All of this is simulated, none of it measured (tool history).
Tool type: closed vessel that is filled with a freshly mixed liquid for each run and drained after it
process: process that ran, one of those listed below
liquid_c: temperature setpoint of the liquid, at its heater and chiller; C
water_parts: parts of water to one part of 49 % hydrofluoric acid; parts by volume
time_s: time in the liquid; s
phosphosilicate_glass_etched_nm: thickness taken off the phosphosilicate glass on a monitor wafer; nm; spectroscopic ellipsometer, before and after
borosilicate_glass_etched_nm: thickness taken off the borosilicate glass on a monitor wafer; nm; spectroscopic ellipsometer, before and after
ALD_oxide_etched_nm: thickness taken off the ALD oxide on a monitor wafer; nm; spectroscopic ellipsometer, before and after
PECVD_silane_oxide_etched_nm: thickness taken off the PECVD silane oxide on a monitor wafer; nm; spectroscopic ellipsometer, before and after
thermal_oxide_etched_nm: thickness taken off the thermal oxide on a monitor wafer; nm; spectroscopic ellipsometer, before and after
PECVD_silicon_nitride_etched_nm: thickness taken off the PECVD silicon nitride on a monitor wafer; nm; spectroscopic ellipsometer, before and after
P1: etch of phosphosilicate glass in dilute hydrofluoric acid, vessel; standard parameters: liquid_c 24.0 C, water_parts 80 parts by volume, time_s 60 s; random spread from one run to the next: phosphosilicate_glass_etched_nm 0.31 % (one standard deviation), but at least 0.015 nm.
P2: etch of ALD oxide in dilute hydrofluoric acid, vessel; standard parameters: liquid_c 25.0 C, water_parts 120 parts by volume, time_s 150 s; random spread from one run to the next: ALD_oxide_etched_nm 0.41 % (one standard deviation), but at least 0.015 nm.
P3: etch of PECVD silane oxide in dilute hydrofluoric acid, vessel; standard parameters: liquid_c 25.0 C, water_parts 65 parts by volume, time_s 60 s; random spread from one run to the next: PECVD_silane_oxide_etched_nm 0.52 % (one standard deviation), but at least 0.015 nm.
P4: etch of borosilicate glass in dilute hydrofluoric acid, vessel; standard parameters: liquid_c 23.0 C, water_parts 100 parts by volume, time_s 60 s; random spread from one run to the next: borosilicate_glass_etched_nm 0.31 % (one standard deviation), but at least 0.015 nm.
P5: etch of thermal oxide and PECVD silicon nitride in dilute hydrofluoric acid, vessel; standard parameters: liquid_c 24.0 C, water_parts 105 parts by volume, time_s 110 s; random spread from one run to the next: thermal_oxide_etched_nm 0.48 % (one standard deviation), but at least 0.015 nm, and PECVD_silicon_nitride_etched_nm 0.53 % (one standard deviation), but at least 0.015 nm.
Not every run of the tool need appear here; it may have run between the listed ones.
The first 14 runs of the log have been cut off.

run	hour	process	liquid_c	water_parts	time_s	hours since the thermometer was replaced	hours since the hydrofluoric acid flow meter was replaced	phosphosilicate_glass_etched_nm	borosilicate_glass_etched_nm	ALD_oxide_etched_nm	PECVD_silane_oxide_etched_nm	thermal_oxide_etched_nm	PECVD_silicon_nitride_etched_nm
15	111.0	P1	24.0	80	60	325.9	552.1	54.705					
16	117.2	P1	20.0	80	60	332.1	558.3	46.261					
17	121.9	P1	24.0	80	60	336.8	563.0	54.691					
18	130.6	P3	25.0	40	60	345.5	571.7				47.480		
19	137.5	P4	23.0	100	60	352.4	578.6		11.511				
20	146.5	P1	24.0	140	30	361.4	587.6	14.450					
21	153.3	P1	24.0	140	95	368.2	594.4	45.725					
22	160.3	P1	24.0	125	60	375.2	601.4	32.832					
23	167.7	P5	24.0	105	200	382.6	608.8					8.6392	10.9710
24	172.3	P2	25.0	120	150	387.2	613.4			13.139			

Run 25, settings as shown, results not yet in. Your forecast:
25	181.5	P5	24.0	105	110	396.4	622.6					?	?

{"run 25": {"thermal_oxide_etched_nm": 4.7156, "PECVD_silicon_nitride_etched_nm": 6.0857}}

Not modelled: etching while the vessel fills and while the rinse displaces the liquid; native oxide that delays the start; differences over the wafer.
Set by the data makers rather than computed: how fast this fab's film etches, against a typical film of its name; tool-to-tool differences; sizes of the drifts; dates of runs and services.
